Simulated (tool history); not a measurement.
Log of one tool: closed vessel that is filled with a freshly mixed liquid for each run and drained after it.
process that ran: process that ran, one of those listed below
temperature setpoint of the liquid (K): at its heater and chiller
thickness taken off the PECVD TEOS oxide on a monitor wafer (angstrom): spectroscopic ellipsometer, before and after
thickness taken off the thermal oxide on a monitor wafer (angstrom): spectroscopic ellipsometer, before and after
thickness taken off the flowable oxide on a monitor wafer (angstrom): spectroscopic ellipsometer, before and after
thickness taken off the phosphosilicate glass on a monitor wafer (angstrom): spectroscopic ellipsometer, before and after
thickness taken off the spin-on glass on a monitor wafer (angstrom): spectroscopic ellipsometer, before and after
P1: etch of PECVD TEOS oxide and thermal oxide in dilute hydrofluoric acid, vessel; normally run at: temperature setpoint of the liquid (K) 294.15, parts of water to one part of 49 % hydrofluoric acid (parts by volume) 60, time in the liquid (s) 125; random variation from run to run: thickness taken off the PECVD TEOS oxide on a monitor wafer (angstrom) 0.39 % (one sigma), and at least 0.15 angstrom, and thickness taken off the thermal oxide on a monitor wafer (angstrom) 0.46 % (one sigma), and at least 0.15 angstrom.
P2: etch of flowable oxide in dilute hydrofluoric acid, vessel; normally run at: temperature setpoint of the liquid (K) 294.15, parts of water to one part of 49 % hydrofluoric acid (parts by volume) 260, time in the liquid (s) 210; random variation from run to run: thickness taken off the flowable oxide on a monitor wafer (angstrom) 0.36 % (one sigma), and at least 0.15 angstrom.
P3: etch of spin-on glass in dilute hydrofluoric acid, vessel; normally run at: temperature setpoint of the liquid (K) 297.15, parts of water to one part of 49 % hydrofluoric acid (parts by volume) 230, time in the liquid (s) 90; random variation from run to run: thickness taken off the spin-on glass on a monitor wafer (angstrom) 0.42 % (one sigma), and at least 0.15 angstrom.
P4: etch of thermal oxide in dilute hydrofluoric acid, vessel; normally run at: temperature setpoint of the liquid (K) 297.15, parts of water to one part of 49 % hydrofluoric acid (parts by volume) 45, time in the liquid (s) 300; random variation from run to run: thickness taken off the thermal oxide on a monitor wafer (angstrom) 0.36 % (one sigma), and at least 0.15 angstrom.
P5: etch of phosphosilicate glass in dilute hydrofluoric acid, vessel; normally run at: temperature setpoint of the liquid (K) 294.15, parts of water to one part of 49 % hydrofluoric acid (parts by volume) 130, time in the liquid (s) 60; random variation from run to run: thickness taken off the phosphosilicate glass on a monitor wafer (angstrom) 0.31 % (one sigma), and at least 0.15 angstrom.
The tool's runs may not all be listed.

run   hour  process that ran  temperature setpoint of the liquid (K)  parts of water to one part of 49 % hydrofluoric acid (parts by volume)  time in the liquid (s)  hours since the thermometer was replaced  hours since the hydrofluoric acid flow meter was replaced  thickness taken off the PECVD TEOS oxide on a monitor wafer (angstrom)  thickness taken off the thermal oxide on a monitor wafer (angstrom)  thickness taken off the flowable oxide on a monitor wafer (angstrom)  thickness taken off the phosphosilicate glass on a monitor wafer (angstrom)  thickness taken off the spin-on glass on a monitor wafer (angstrom)
  1   13.3                P1                                  294.15                                                                      60                     125                                     432.5                                                      418.8                                                                  246.13                                                               87.949
  2   20.8                P2                                  294.15                                                                     260                     210                                       440                                                      426.3                                                                                                                                                                                                             194.05
  3   27.5                P4                                  297.15                                                                      45                     300                                     446.7                                                        433                                                                                                                                       329.58
  4   41.2                P5                                  294.15                                                                     225                      60                                     460.4                                                      446.7                                                                                                                                                                                                                                                                                          172.46
  5   50.2                P1                                  299.65                                                                      60                     125                                     469.4                                                      455.7                                                                   308.9                                                               110.37
  6   62.3                P3                                  297.15                                                                     230                      90                                     481.5                                                      467.8                                                                                                                                                                                                                                                                                                                                                               185.31
  7   75.8                P1                                  294.15                                                                      60                     125                                       495                                                      481.3                                                                  247.33                                                               88.206
  8   88.5                P1                                  294.15                                                                      60                     125                                     507.7                                                        494                                                                  246.08                                                               87.543
  9  101.1                P1                                  294.15                                                                      60                     125                                     520.3                                                      506.6                                                                  246.93                                                               87.615
 10  113.2                P1                                  294.15                                                                      60                     125                                     532.4                                                      518.7                                                                  246.75                                                               87.852
 11  126.8                P1                                  294.15                                                                      20                     125                                       546                                                      532.3                                                                  776.25                                                               277.39
     132.1  -- hydrofluoric acid flow meter replaced
 12  137.9                P1                                  290.65                                                                      60                      30                                     557.1                                                        5.8                                                                  50.623                                                               18.055
 13  151.1                P4                                  297.15                                                                      45                     300                                     570.3                                                         19                                                                                                                                       328.64
 14  159.6                P1                                  294.15                                                                      80                     125                                     578.8                                                       27.5                                                                  180.62                                                               64.476
 15  168.2                P4                                  297.15                                                                      20                     300                                     587.4                                                       36.1                                                                                                                                       765.59
 16  182.3                P3                                  297.15                                                                     230                     150                                     601.5                                                       50.2                                                                                                                                                                                                                                                                                                                                                               310.85
 17  190.3                P4                                  297.15                                                                      45                     560                                     609.5                                                       58.2                                                                                                                                       617.53
 18  198.7                P2                                  299.65                                                                     260                     210                                     617.9                                                       66.6                                                                                                                                                                                                              238.4
 19  210.6                P2                                  294.15                                                                     425                     210                                     629.8                                                       78.5                                                                                                                                                                                                             103.58
 20  221.6                P3                                  297.15                                                                      90                      90                                     640.8                                                       89.5                                                                                                                                                                                                                                                                                                                                                               557.73
 21  228.8                P2                                  294.15                                                                     260                      30                                       648                                                       96.7                                                                                                                                                                                                              27.93
 22  236.8                P3                                  290.15                                                                     230                      90                                       656                                                      104.7                                                                                                                                                                                                                                                                                                                                                               143.31
 23  245.9                P5                                  290.15                                                                     130                      60                                     665.1                                                      113.8                                                                                                                                                                                                                                                                                          281.35
 24  256.8                P1                                  294.15                                                                      60                      30                                       676                                                      124.7                                                                  59.368                                                               21.195
 25  265.1                P2                                  294.15                                                                     260                     210                                     684.3                                                        133                                                                                                                                                                                                             194.76
 26  278.2                P4                                  290.65                                                                      45                     300                                     697.4                                                      146.1                                                                                                                                        249.5
 27  292.2                P1                                  290.15                                                                      60                     125                                     711.4                                                      160.1                                                                  207.61                                                               73.652
 28    304                P5                                  294.15                                                                     130                      60                                     723.2                                                      171.9                                                                                                                                                                                                                                                                                          333.28
 29  311.8                P1                                  294.15                                                                      60                     125                                       731                                                      179.7                                                                  247.44                                                               87.385
 30  321.2                P1                                  290.15                                                                      25                     125                                     740.4                                                      189.1                                                                  517.08                                                               184.76
 31  328.8                P5                                  294.15                                                                     130                      60                                       748                                                      196.7                                                                                                                                                                                                                                                                                          331.76
 32  339.7                P1                                  294.15                                                                      60                     185                                     758.9                                                      207.6                                                                  365.86                                                               129.85
 33  347.3                P3                                  297.15                                                                     230                      90                                     766.5                                                      215.2                                                                                                                                                                                                                                                                                                                                                               186.24
 34  359.9                P5                                  294.15                                                                     130                     110                                     779.1                                                      227.8                                                                                                                                                                                                                                                                                          604.34
 35  370.5                P1                                  294.15                                                                      60                     125                                     789.7                                                      238.4                                                                  245.64                                                               87.793
 36  377.4                P1                                  294.15                                                                      60                     125                                     796.6                                                      245.3                                                                     241                                                               85.534
 37  383.4                P1                                  294.15                                                                      60                     125                                     802.6                                                      251.3                                                                  238.45                                                               85.432
 38  390.5                P1                                  294.15                                                                      60                     125                                     809.7                                                      258.4                                                                  235.18                                                               83.714
 39  402.8                P1                                  294.15                                                                      60                     125                                       822                                                      270.7                                                                  231.23                                                               83.447
 40  411.7                P1                                  294.15                                                                      60                     125                                     830.9                                                      279.6                                                                  232.08                                                               82.208
 41  425.3                P1                                  294.15                                                                      60                     125                                     844.5                                                      293.2                                                                  228.16                                                                81.86
 42  437.6                P1                                  294.15                                                                      60                     125                                     856.8                                                      305.5                                                                  228.83                                                               80.849
 43  450.2                P1                                  294.15                                                                      60                     125                                     869.4                                                      318.1                                                                   226.4                                                               80.339
 44  460.9                P1                                  294.15                                                                      60                     125                                     880.1                                                      328.8                                                                  227.63                                                               81.451
 45  468.1                P1                                  294.15                                                                      60                     125                                     887.3                                                        336                                                                  226.33                                                               80.588

What P1 gives has crept away from where it was. These 2 causes fit the log equally well, each at the size given:
A: liquid colder than its thermometer reads (K) = 1.94
B: hydrofluoric acid flow below the setpoint (%) = 7.3
The creep began at about hour 370.5.

4 check runs are offered, each on 2 wafers whose results are averaged, their results left as question marks. Which one tells the causes apart?
check 1  475.3                P5                                  290.15                                                                     130                     100                                                                                                                                                                                                                                                                                                                                                                                                    ?
check 2  475.3                P3                                  297.15                                                                      90                     135                                                                                                                                                                                                                                                                                                                                                                                                                                                                         ?
check 3  475.3                P2                                  294.15                                                                     375                      55                                                                                                                                                                                                                                                                                                                       ?
check 4  475.3                P4                                  292.15                                                                      45                     475                                                                                                                                                                                                                                                 ?

What each check would give under each cause:
  check                                                                       result    if A    if B
check 1  thickness taken off the phosphosilicate glass on a monitor wafer (angstrom)  432.03  429.98
check 2          thickness taken off the spin-on glass on a monitor wafer (angstrom)  772.35  767.32
check 3         thickness taken off the flowable oxide on a monitor wafer (angstrom)  29.883  28.919
check 4          thickness taken off the thermal oxide on a monitor wafer (angstrom)  387.26  388.84
How far apart the two closest causes lie, in the result that separates them most: check 1 0.48 %; check 2 0.65 %; check 3 3.28 %; check 4 0.41 %
Only check 3 tells the causes apart: in the others they would give nearly the same result.

Check 3 was then run and gave: thickness taken off the flowable oxide on a monitor wafer (angstrom) 29.929. Which cause is it?

It is A: liquid colder than its thermometer reads (K).

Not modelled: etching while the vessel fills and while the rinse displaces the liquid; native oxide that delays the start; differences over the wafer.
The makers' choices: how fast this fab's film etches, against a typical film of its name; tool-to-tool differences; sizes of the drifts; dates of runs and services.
